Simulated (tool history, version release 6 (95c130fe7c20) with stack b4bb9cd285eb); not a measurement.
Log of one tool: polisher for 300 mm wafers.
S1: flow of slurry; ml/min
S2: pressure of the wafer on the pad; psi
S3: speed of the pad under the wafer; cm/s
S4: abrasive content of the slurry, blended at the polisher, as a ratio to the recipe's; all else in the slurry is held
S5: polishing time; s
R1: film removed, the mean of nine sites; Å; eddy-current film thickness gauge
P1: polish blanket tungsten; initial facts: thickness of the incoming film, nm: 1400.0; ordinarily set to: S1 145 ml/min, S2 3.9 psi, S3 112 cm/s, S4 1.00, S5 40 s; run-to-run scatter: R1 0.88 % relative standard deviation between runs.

run   hour   S1   S2   S3    S4  S5       R1
  1    8.3  145  3.9  112  1.00  40  2203.80
  2   14.2  145  3.9  112  1.00  40  2210.30
  3   22.1  145  3.9  112  1.00  40  2165.90
  4   30.0  145  3.9  112  1.00  18   960.61
  5   33.9  145  3.9  112  0.70  40  1980.20
  6   40.9  145  2.1  112  1.00  40  1160.50
  7   49.2  145  3.9  112  1.00  40  2130.10
  8   53.7  145  3.9  112  1.00  40  2177.90
  9   60.7  145  3.9  112  1.35  40  2380.50
 10   64.5  145  2.7   80  1.00  40  1077.80
 11   70.0  145  5.8  112  1.00  40  3253.30
 12   76.3  145  3.9  112  1.00  62  3295.10
      80.4  -- head pressure recalibrated
 13   84.0  145  4.8  112  1.00  49  3254.10
 14   88.7  225  3.9  112  1.00  40  2343.60
 15   94.7  145  3.9   50  1.00  40   977.00
 16  101.4  145  3.9  112  1.00  40  2158.30
 17  105.7  100  3.9  112  1.00  40  2008.60
 18  113.7  145  3.9  164  1.00  40  3220.80
 19  119.4  145  3.9  112  1.00  40  2171.30
 20  123.8  145  3.9  112  1.00  40  2124.50
 21  129.6  145  3.9  112  1.00  40  2084.00
 22  137.4  145  3.9  112  1.00  40  2045.60
 23  144.7  145  3.9  112  1.00  40  2004.10
     146.5  -- slurry tank refilled with fresh slurry and peroxide
 24  153.0  145  3.9  112  1.00  40  1968.60
     156.3  -- slurry blender recalibrated
     158.8  -- head pressure recalibrated
 25  159.9  145  3.9  112  1.00  40  1958.90
 26  167.5  145  3.9  112  1.00  40  1941.20
 27  175.4  145  3.9  112  1.00  40  1959.20
 28  180.4  145  3.9  112  1.00  40  1930.90

The log shows P1 creeping away from where it was. Any of the 2 causes listed here, at the size stated for it, fits the log just as well as the others:
A: removal rate lost through wear of the pad, % = 10.7
B: slurry flow missing at the pad, % = 39.5
The drift started at roughly hour 119.4.
Other possible causes, and why each is ruled out:
head's pressure below its setpoint, %: serviced at hour 158.8, after the change had begun; the process did not return to its earlier output
abrasive missing from the slurry, %: serviced at hour 156.3, after the change had begun; the process did not return to its earlier output
peroxide lost from the slurry, %: serviced at hour 146.5, after the change had begun; the process did not return to its earlier output

Of the 4 check runs below, each run on 5 wafers with the results averaged and each result still a question mark, which one would tell the listed causes apart?
check 1  185.4  145  3.9   82  1.00  18   ?
check 2  185.4  145  5.5  112  1.00  27   ?
check 3  185.4  145  3.9  162  1.35  40   ?
check 4  185.4  110  2.5  112  1.00  40   ?

Outcome of each check run for each possible cause:
  check  result     if A     if B
check 1      R1   640.13   640.04
check 2      R1  1849.50  1849.30
check 3      R1  3020.10  3019.70
check 4      R1  1177.70  1141.50
Minimum pairwise separation of causes per check, each pair taken at its best-separating result: check 1 0.01 %; check 2 0.01 %; check 3 0.01 %; check 4 3.12 %
Check 4 tells the causes apart: in the others they would give nearly the same result.

Then check 4 was run and gave: R1 1144.80 Å. Which cause is it?

It is B: slurry flow missing at the pad, %.
